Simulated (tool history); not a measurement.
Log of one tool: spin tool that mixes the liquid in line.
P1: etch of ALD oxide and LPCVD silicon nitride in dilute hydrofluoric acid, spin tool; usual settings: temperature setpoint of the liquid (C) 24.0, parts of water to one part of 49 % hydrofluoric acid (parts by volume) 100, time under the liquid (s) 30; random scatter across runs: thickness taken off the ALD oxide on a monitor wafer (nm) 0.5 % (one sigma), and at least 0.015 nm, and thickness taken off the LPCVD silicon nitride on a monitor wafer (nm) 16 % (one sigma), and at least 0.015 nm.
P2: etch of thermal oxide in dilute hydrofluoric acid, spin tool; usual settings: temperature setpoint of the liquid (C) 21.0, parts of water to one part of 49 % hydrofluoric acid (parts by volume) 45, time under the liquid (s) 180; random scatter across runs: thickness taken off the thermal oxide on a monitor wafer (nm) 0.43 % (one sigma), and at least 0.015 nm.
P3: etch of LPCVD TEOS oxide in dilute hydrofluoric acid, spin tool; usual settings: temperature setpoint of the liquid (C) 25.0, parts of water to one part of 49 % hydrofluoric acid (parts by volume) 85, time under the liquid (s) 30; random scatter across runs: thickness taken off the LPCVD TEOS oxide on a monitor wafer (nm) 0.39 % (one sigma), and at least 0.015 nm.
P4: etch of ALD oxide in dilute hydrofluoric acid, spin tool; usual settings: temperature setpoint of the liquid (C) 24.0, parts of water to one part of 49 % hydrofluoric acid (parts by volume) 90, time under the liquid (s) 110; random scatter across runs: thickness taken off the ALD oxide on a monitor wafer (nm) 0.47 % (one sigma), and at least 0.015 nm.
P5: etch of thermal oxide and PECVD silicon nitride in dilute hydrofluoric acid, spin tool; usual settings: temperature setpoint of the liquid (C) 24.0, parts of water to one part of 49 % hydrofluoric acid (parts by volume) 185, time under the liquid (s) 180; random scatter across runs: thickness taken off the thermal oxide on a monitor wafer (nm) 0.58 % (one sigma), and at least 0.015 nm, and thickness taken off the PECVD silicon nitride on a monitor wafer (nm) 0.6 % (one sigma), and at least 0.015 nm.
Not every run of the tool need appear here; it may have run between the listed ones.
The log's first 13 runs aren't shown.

run     day  process that ran  temperature setpoint of the liquid (C)  parts of water to one part of 49 % hydrofluoric acid (parts by volume)  time under the liquid (s)  thickness taken off the ALD oxide on a monitor wafer (nm)  thickness taken off the LPCVD silicon nitride on a monitor wafer (nm)  thickness taken off the LPCVD TEOS oxide on a monitor wafer (nm)  thickness taken off the thermal oxide on a monitor wafer (nm)  thickness taken off the PECVD silicon nitride on a monitor wafer (nm)
 14   8.838                P2                                    21.0                                                                      75                        180                                                                                                                                                                                                                                                            10.2490
 15   9.621                P4                                    18.5                                                                      90                        110                                                    16.2510
 16  10.292                P3                                    20.5                                                                      85                         30                                                                                                                                                                                              5.3128
 17  10.642                P1                                    24.0                                                                     100                         30                                                     9.8954                                                               0.177810
 18  11.292                P4                                    24.0                                                                      25                        110                                                    80.5140
 19  11.962                P4                                    24.0                                                                      90                        110                                                    20.3330
 20  12.546                P3                                    25.0                                                                      85                         30                                                                                                                                                                                              6.3224
 21  12.950                P1                                    31.0                                                                     100                         15                                                     6.4026                                                               0.076191

For run 22, what comes out?
 22  13.388                P5                                    18.0                                                                     185                        180                                                                                                                                                                                                                                                                  ?                                                                      ?

For run 22 the tool returned thickness taken off the thermal oxide on a monitor wafer (nm) 3.3450, thickness taken off the PECVD silicon nitride on a monitor wafer (nm) 2.2541.
